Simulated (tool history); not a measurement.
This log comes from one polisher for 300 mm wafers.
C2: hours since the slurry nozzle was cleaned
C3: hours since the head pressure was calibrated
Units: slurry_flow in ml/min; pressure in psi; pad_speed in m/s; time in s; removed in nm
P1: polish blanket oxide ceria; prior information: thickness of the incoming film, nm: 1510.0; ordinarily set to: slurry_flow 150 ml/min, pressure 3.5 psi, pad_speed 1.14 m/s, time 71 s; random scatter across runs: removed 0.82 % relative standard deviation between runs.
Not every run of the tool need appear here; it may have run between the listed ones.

Run 1, hour 4.7: slurry_flow 150 ml/min, pressure 3.5 psi, pad_speed 1.14 m/s, time 71 s; wafers polished on this pad 1091; C2 38.4; C3 137.4. Result: removed 464.24 nm.
Run 2, hour 11.4: slurry_flow 150 ml/min, pressure 3.5 psi, pad_speed 1.72 m/s, time 52 s; wafers polished on this pad 1142; C2 45.1; C3 144.1. Result: removed 507.75 nm.
Run 3, hour 17.9: slurry_flow 150 ml/min, pressure 3.5 psi, pad_speed 1.14 m/s, time 100 s; wafers polished on this pad 1192; C2 51.6; C3 150.6. Result: removed 664.15 nm.
Run 4, hour 26.2: slurry_flow 150 ml/min, pressure 3.5 psi, pad_speed 1.68 m/s, time 71 s; wafers polished on this pad 1256; C2 59.9; C3 158.9. Result: removed 685.51 nm.
Run 5, hour 32.6: slurry_flow 150 ml/min, pressure 3.5 psi, pad_speed 1.14 m/s, time 71 s; wafers polished on this pad 1305; C2 66.3; C3 165.3. Result: removed 465.37 nm.
Run 6, hour 37.7: slurry_flow 150 ml/min, pressure 1.6 psi, pad_speed 1.14 m/s, time 71 s; wafers polished on this pad 1344; C2 71.4; C3 170.4. Result: removed 212.27 nm.
Run 7, hour 42.1: slurry_flow 150 ml/min, pressure 3.5 psi, pad_speed 1.14 m/s, time 32 s; wafers polished on this pad 1378; C2 75.8; C3 174.8. Result: removed 212.14 nm.
Run 8, hour 46.8: slurry_flow 90 ml/min, pressure 3.5 psi, pad_speed 1.14 m/s, time 71 s; wafers polished on this pad 1414; C2 80.5; C3 179.5. Result: removed 419.88 nm.
Run 9, hour 55.2: slurry_flow 150 ml/min, pressure 3.5 psi, pad_speed 1.14 m/s, time 71 s; wafers polished on this pad 1478; C2 88.9; C3 187.9. Result: removed 468.98 nm.
Run 10, hour 60.1: slurry_flow 150 ml/min, pressure 3.5 psi, pad_speed 1.14 m/s, time 71 s; wafers polished on this pad 1516; C2 93.8; C3 192.8. Result: removed 471.73 nm.
Run 11, hour 66.5: slurry_flow 150 ml/min, pressure 3.5 psi, pad_speed 0.68 m/s, time 71 s; wafers polished on this pad 1565; C2 100.2; C3 199.2. Result: removed 278.79 nm.
Run 12, hour 73.0: slurry_flow 150 ml/min, pressure 3.5 psi, pad_speed 1.14 m/s, time 71 s; wafers polished on this pad 1615; C2 106.7; C3 205.7. Result: removed 466.78 nm.
Run 13, hour 79.7: slurry_flow 150 ml/min, pressure 5.3 psi, pad_speed 1.14 m/s, time 71 s; wafers polished on this pad 1666; C2 113.4; C3 212.4. Result: removed 712.28 nm.
Run 14, hour 84.9: slurry_flow 210 ml/min, pressure 3.5 psi, pad_speed 1.14 m/s, time 71 s; wafers polished on this pad 1706; C2 118.6; C3 217.6. Result: removed 492.08 nm.
Run 15, hour 90.0: slurry_flow 90 ml/min, pressure 3.5 psi, pad_speed 1.48 m/s, time 71 s; wafers polished on this pad 1745; C2 123.7; C3 222.7. Result: removed 541.87 nm.
Run 16, hour 98.4: slurry_flow 150 ml/min, pressure 3.5 psi, pad_speed 1.14 m/s, time 71 s; wafers polished on this pad 1810; C2 132.1; C3 231.1. Result: removed 469.69 nm.
Run 17, hour 103.3: slurry_flow 150 ml/min, pressure 3.5 psi, pad_speed 1.14 m/s, time 71 s; wafers polished on this pad 1848; C2 137.0; C3 236.0. Result: removed 453.23 nm.
Run 18, hour 109.3: slurry_flow 150 ml/min, pressure 3.5 psi, pad_speed 1.14 m/s, time 71 s; wafers polished on this pad 1894; C2 143.0; C3 242.0. Result: removed 441.36 nm.
Run 19, hour 115.1: slurry_flow 150 ml/min, pressure 3.5 psi, pad_speed 1.14 m/s, time 71 s; wafers polished on this pad 1938; C2 148.8; C3 247.8. Result: removed 436.52 nm.
Run 20, hour 120.0: slurry_flow 150 ml/min, pressure 3.5 psi, pad_speed 1.14 m/s, time 71 s; wafers polished on this pad 1976; C2 153.7; C3 252.7. Result: removed 426.68 nm.
At hour 124.3: worn pad replaced by a new one.
Run 21, hour 125.0: slurry_flow 150 ml/min, pressure 3.5 psi, pad_speed 1.14 m/s, time 71 s; wafers polished on this pad 5; C2 158.7; C3 257.7. Result: removed 431.47 nm.
Run 22, hour 130.3: slurry_flow 150 ml/min, pressure 3.5 psi, pad_speed 1.14 m/s, time 71 s; wafers polished on this pad 46; C2 164.0; C3 263.0. Result: removed 427.70 nm.
Run 23, hour 134.9: slurry_flow 150 ml/min, pressure 3.5 psi, pad_speed 1.14 m/s, time 71 s; wafers polished on this pad 81; C2 168.6; C3 267.6. Result: removed 431.69 nm.
Run 24, hour 140.8: slurry_flow 150 ml/min, pressure 3.5 psi, pad_speed 1.14 m/s, time 71 s; wafers polished on this pad 126; C2 174.5; C3 273.5. Result: removed 418.33 nm.
Run 25, hour 146.2: slurry_flow 150 ml/min, pressure 3.5 psi, pad_speed 1.14 m/s, time 71 s; wafers polished on this pad 168; C2 179.9; C3 278.9. Result: removed 416.92 nm.

The output of P1 has drifted from where it used to be. Each of the 2 causes below, taken at the size shown beside it, accounts for the log equally well:
A: slurry flow missing at the pad, % = 37.1
B: head's pressure below its setpoint, % = 9.45
Onset of the creep was near hour 98.4.
Why every other cause is out:
removal rate lost through wear of the pad, %: its service at hour 124.3 followed the start of the drift and did not put the process back to its old value

Of the 4 check runs below, each run on 2 wafers with the results averaged and each result still a question mark, which one would tell the listed causes apart?
Run check 1, hour 151.6: slurry_flow 150 ml/min, pressure 2.0 psi, pad_speed 1.14 m/s, time 71 s. Result: removed ?.
Run check 2, hour 151.6: slurry_flow 150 ml/min, pressure 3.5 psi, pad_speed 0.76 m/s, time 71 s. Result: removed ?.
Run check 3, hour 151.6: slurry_flow 150 ml/min, pressure 4.3 psi, pad_speed 1.14 m/s, time 71 s. Result: removed ?.
Run check 4, hour 151.6: slurry_flow 90 ml/min, pressure 4.4 psi, pad_speed 1.14 m/s, time 71 s. Result: removed ?.

What each check would give under each cause:
  check   result    if A    if B
check 1  removed  242.00  241.97
check 2  removed  282.33  282.30
check 3  removed  520.30  520.24
check 4  removed  450.52  476.06
Gap, in per cent, between the two causes that each check separates least, read from the result that separates them most: check 1 0.01 %; check 2 0.01 %; check 3 0.01 %; check 4 5.51 %
Check 4 is the one run that separates the causes; every other check would come out nearly the same whichever cause is at work.

Here is what check 4 returned: removed 446.56 nm. Which cause is it?

It was cause A: slurry flow missing at the pad, %.
